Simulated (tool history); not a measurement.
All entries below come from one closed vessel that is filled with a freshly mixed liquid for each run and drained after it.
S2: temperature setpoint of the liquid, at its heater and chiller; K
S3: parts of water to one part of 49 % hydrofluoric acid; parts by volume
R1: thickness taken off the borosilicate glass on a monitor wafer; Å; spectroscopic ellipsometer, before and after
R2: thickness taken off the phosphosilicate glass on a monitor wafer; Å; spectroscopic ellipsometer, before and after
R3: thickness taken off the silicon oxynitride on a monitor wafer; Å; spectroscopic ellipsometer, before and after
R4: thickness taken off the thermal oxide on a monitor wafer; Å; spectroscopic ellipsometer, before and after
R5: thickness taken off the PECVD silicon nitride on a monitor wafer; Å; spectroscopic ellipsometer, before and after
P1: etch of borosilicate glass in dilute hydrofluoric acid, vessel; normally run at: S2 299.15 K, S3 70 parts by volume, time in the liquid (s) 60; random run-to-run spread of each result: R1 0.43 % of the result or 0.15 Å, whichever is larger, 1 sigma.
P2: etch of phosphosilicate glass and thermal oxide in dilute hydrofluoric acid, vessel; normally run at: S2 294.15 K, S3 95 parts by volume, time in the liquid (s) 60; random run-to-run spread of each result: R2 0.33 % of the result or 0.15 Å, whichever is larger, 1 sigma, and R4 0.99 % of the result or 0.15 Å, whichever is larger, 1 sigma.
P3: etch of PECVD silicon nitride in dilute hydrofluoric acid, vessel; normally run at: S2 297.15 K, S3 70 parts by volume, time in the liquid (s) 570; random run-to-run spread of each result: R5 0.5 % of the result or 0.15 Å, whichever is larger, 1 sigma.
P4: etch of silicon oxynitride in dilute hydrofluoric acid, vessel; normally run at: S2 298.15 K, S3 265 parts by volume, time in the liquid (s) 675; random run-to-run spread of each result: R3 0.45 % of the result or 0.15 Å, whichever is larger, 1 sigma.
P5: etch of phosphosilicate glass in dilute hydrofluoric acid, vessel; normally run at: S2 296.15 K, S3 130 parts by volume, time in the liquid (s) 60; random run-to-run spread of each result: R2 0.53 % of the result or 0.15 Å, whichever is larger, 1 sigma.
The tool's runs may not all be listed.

Run 1, hour 11.7: process that ran P1, S2 299.15 K, S3 70 parts by volume, time in the liquid (s) 60. Result: R1 272.95 Å.
Run 2, hour 22.9: process that ran P1, S2 299.15 K, S3 70 parts by volume, time in the liquid (s) 35. Result: R1 157.95 Å.
Run 3, hour 36.4: process that ran P5, S2 302.65 K, S3 130 parts by volume, time in the liquid (s) 60. Result: R2 440.66 Å.
Run 4, hour 52.0: process that ran P1, S2 305.15 K, S3 70 parts by volume, time in the liquid (s) 60. Result: R1 341.14 Å.
Run 5, hour 61.9: process that ran P1, S2 299.15 K, S3 70 parts by volume, time in the liquid (s) 60. Result: R1 271.73 Å.
Run 6, hour 76.5: process that ran P4, S2 290.65 K, S3 265 parts by volume, time in the liquid (s) 675. Result: R3 40.873 Å.
Run 7, hour 84.2: process that ran P1, S2 299.15 K, S3 70 parts by volume, time in the liquid (s) 60. Result: R1 272.66 Å.
Run 8, hour 95.6: process that ran P2, S2 294.15 K, S3 95 parts by volume, time in the liquid (s) 60. Result: R2 508.00 Å, R4 27.664 Å.
Run 9, hour 105.0: process that ran P3, S2 297.15 K, S3 70 parts by volume, time in the liquid (s) 570. Result: R5 145.280 Å.
Run 10, hour 121.7: process that ran P5, S2 296.15 K, S3 130 parts by volume, time in the liquid (s) 100. Result: R2 575.24 Å.
Run 11, hour 129.4: process that ran P1, S2 299.15 K, S3 70 parts by volume, time in the liquid (s) 60. Result: R1 269.82 Å.
Run 12, hour 144.7: process that ran P3, S2 297.15 K, S3 70 parts by volume, time in the liquid (s) 570. Result: R5 144.210 Å.
Run 13, hour 159.0: process that ran P1, S2 299.15 K, S3 45 parts by volume, time in the liquid (s) 30. Result: R1 220.04 Å.
Run 14, hour 174.5: process that ran P1, S2 295.15 K, S3 70 parts by volume, time in the liquid (s) 60. Result: R1 231.07 Å.
Run 15, hour 183.3: process that ran P3, S2 290.15 K, S3 70 parts by volume, time in the liquid (s) 570. Result: R5 89.529 Å.
Run 16, hour 200.0: process that ran P4, S2 298.15 K, S3 85 parts by volume, time in the liquid (s) 675. Result: R3 205.240 Å.
Run 17, hour 208.8: process that ran P3, S2 297.15 K, S3 70 parts by volume, time in the liquid (s) 830. Result: R5 211.420 Å.
Run 18, hour 225.8: process that ran P2, S2 294.15 K, S3 95 parts by volume, time in the liquid (s) 60. Result: R2 507.52 Å, R4 26.556 Å.
Run 19, hour 242.1: process that ran P4, S2 298.15 K, S3 265 parts by volume, time in the liquid (s) 1030. Result: R3 87.238 Å.
Run 20, hour 253.7: process that ran P4, S2 298.15 K, S3 265 parts by volume, time in the liquid (s) 675. Result: R3 57.044 Å.
Run 21, hour 268.5: process that ran P1, S2 299.15 K, S3 40 parts by volume, time in the liquid (s) 60. Result: R1 498.24 Å.
Run 22, hour 280.8: process that ran P1, S2 299.15 K, S3 70 parts by volume, time in the liquid (s) 60. Result: R1 271.49 Å.
Run 23, hour 290.8: process that ran P1, S2 299.15 K, S3 70 parts by volume, time in the liquid (s) 100. Result: R1 451.45 Å.
Run 24, hour 306.5: process that ran P5, S2 296.15 K, S3 130 parts by volume, time in the liquid (s) 60. Result: R2 346.03 Å.
Run 25, hour 323.0: process that ran P2, S2 294.15 K, S3 95 parts by volume, time in the liquid (s) 85. Result: R2 714.98 Å, R4 39.314 Å.
Run 26, hour 330.8: process that ran P2, S2 294.15 K, S3 135 parts by volume, time in the liquid (s) 60. Result: R2 341.57 Å, R4 18.469 Å.
Run 27, hour 346.0: process that ran P1, S2 299.15 K, S3 70 parts by volume, time in the liquid (s) 60. Result: R1 270.48 Å.
Run 28, hour 356.0: process that ran P1, S2 299.15 K, S3 125 parts by volume, time in the liquid (s) 95. Result: R1 224.64 Å.
Run 29, hour 366.7: process that ran P3, S2 297.15 K, S3 100 parts by volume, time in the liquid (s) 570. Result: R5 101.920 Å.
Run 30, hour 380.8: process that ran P2, S2 299.65 K, S3 95 parts by volume, time in the liquid (s) 60. Result: R2 634.73 Å, R4 34.289 Å.
Run 31, hour 396.9: process that ran P1, S2 304.15 K, S3 105 parts by volume, time in the liquid (s) 60. Result: R1 209.29 Å.
Run 32, hour 405.5: process that ran P1, S2 299.15 K, S3 105 parts by volume, time in the liquid (s) 60. Result: R1 172.89 Å.
Run 33, hour 414.5: process that ran P5, S2 296.15 K, S3 25 parts by volume, time in the liquid (s) 60. Result: R2 2040.90 Å.
Run 34, hour 430.0: process that ran P1, S2 299.15 K, S3 70 parts by volume, time in the liquid (s) 60. Result: R1 272.82 Å.
Run 35, hour 441.7: process that ran P1, S2 299.15 K, S3 70 parts by volume, time in the liquid (s) 60. Result: R1 260.91 Å.
Run 36, hour 453.0: process that ran P1, S2 299.15 K, S3 70 parts by volume, time in the liquid (s) 60. Result: R1 257.20 Å.
Run 37, hour 462.9: process that ran P1, S2 299.15 K, S3 70 parts by volume, time in the liquid (s) 60. Result: R1 253.75 Å.
Run 38, hour 471.8: process that ran P1, S2 299.15 K, S3 70 parts by volume, time in the liquid (s) 60. Result: R1 253.91 Å.
Run 39, hour 481.1: process that ran P1, S2 299.15 K, S3 70 parts by volume, time in the liquid (s) 60. Result: R1 252.14 Å.
Run 40, hour 493.2: process that ran P1, S2 299.15 K, S3 70 parts by volume, time in the liquid (s) 60. Result: R1 251.54 Å.
Run 41, hour 501.1: process that ran P1, S2 299.15 K, S3 70 parts by volume, time in the liquid (s) 60. Result: R1 252.23 Å.

P1 has crept away from where it was. The log is fitted equally well by each of these 2 causes, at the sizes shown:
A: liquid colder than its thermometer reads (K) = 1.91
B: hydrofluoric acid flow below the setpoint (%) = 6.75
The drift started at roughly hour 430.0.

Listed below are the offered check runs, one wafer per run, with question marks in place of results. For which of them would the causes give clearly different outcomes?
Run check 1, hour 509.0: process that ran P5, S2 296.15 K, S3 130 parts by volume, time in the liquid (s) 60. Result: R2 ?.
Run check 2, hour 509.0: process that ran P4, S2 298.15 K, S3 265 parts by volume, time in the liquid (s) 675. Result: R3 ?.
Run check 3, hour 509.0: process that ran P2, S2 294.15 K, S3 95 parts by volume, time in the liquid (s) 60. Result: R2 ?, R4 ?.
Run check 4, hour 509.0: process that ran P3, S2 297.15 K, S3 70 parts by volume, time in the liquid (s) 570. Result: R5 ?.

Predicted outcomes, by check and by cause:
  check  result     if A     if B
check 1      R2   319.80   318.16
check 2      R3   52.908   52.836
check 3      R2   468.61   469.01
check 3      R4   25.349   25.371
check 4      R5  127.010  134.820
Minimum pairwise separation of causes per check, each pair taken at its best-separating result: check 1 0.51 %; check 2 0.14 %; check 3 0.09 %; check 4 5.97 %
Check 4 distinguishes between the causes, while the remaining checks would return nearly the same result for all of them.

Running check 4 produced the following: R5 134.200 Å. Which one of the listed causes fits?

B is the cause: hydrofluoric acid flow below the setpoint (%).
